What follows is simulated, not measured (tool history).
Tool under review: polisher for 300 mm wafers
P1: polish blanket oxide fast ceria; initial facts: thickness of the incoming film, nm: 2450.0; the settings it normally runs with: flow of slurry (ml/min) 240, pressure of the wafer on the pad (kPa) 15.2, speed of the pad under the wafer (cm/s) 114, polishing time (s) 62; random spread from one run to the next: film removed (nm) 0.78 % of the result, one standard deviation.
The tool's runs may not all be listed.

| run | hour | flow of slurry (ml/min) | pressure of the wafer on the pad (kPa) | speed of the pad under the wafer (cm/s) | polishing time (s) | film removed (nm) |
|---|---|---|---|---|---|---|
| 1 | 10.4 | 240 | 15.2 | 114 | 62 | 856.22 |
| 2 | 16.5 | 240 | 15.2 | 114 | 62 | 857.44 |
| 3 | 25.3 | 240 | 15.2 | 114 | 62 | 862.92 |
| 4 | 32.7 | 240 | 15.2 | 114 | 62 | 851.01 |
| 5 | 44.9 | 370 | 15.2 | 114 | 62 | 884.57 |
| 6 | 56.9 | 240 | 15.2 | 114 | 62 | 865.29 |
| 7 | 64.7 | 145 | 15.2 | 114 | 62 | 794.31 |
| 8 | 72.3 | 240 | 15.2 | 114 | 62 | 850.89 |
| 9 | 84.7 | 240 | 15.2 | 114 | 42 | 573.33 |
| 10 | 94.9 | 240 | 15.2 | 52 | 62 | 389.17 |
| 11 | 102.4 | 240 | 15.2 | 114 | 97 | 1330.20 |
| 12 | 110.9 | 240 | 9.0 | 114 | 62 | 505.56 |
| 13 | 121.3 | 240 | 15.2 | 154 | 62 | 1172.90 |
| 14 | 132.3 | 240 | 15.2 | 114 | 62 | 859.96 |
| 15 | 144.5 | 240 | 11.0 | 150 | 62 | 813.40 |
| 16 | 155.8 | 240 | 24.1 | 114 | 62 | 1369.00 |
| 17 | 161.6 | 240 | 15.2 | 114 | 62 | 854.52 |
| 18 | 174.7 | 240 | 15.2 | 114 | 62 | 845.98 |
| 19 | 185.0 | 240 | 15.2 | 114 | 62 | 826.34 |
| 20 | 193.8 | 240 | 15.2 | 114 | 62 | 825.33 |
| 21 | 203.2 | 240 | 15.2 | 114 | 62 | 814.62 |
| 22 | 211.6 | 240 | 15.2 | 114 | 62 | 807.66 |
|  | 216.2 | head pressure recalibrated |
| 23 | 221.7 | 240 | 15.2 | 114 | 62 | 804.94 |
| 24 | 227.5 | 240 | 15.2 | 114 | 62 | 811.94 |
| 25 | 234.7 | 240 | 15.2 | 114 | 62 | 801.65 |
| 26 | 243.4 | 240 | 15.2 | 114 | 62 | 806.38 |
| 27 | 251.7 | 240 | 15.2 | 114 | 62 | 793.43 |

The output of P1 has drifted from where it used to be. Each of the 2 causes below, taken at the size shown beside it, accounts for the log equally well:
A: removal rate lost through wear of the pad, % = 6.13
B: slurry flow missing at the pad, % = 36.7
The process output started creeping at around hour 161.6.
All other causes, with the reason each is excluded:
head's pressure below its setpoint, %: maintenance at hour 216.2, after the shift began, did not return the process to its former output

The list below offers 4 check runs, each averaging the results of 3 wafers, and shows each result as a question mark. For which of them would the listed causes give clearly different results?
| check 1 | 260.0 | 240 | 23.4 | 114 | 76 | ? |
| check 2 | 260.0 | 240 | 22.1 | 142 | 62 | ? |
| check 3 | 260.0 | 240 | 15.2 | 52 | 62 | ? |
| check 4 | 260.0 | 145 | 15.2 | 114 | 62 | ? |

What every check run would give for each of its results, assuming each possible cause in turn:
| check | result | if A | if B |
|---|---|---|---|
| check 1 | film removed (nm) | 1518.90 | 1518.80 |
| check 2 | film removed (nm) | 1452.70 | 1452.50 |
| check 3 | film removed (nm) | 365.73 | 365.69 |
| check 4 | film removed (nm) | 746.49 | 719.15 |
Smallest distance between any two causes, each pair judged by its most separating result, in per cent: check 1 0.01 %; check 2 0.01 %; check 3 0.01 %; check 4 3.73 %
Check 4 is the one run that separates the causes; every other check would come out nearly the same whichever cause is at work.

Check 4 was then run and gave: film removed (nm) 722.61. Which cause is it?

The cause is B: slurry flow missing at the pad, %.
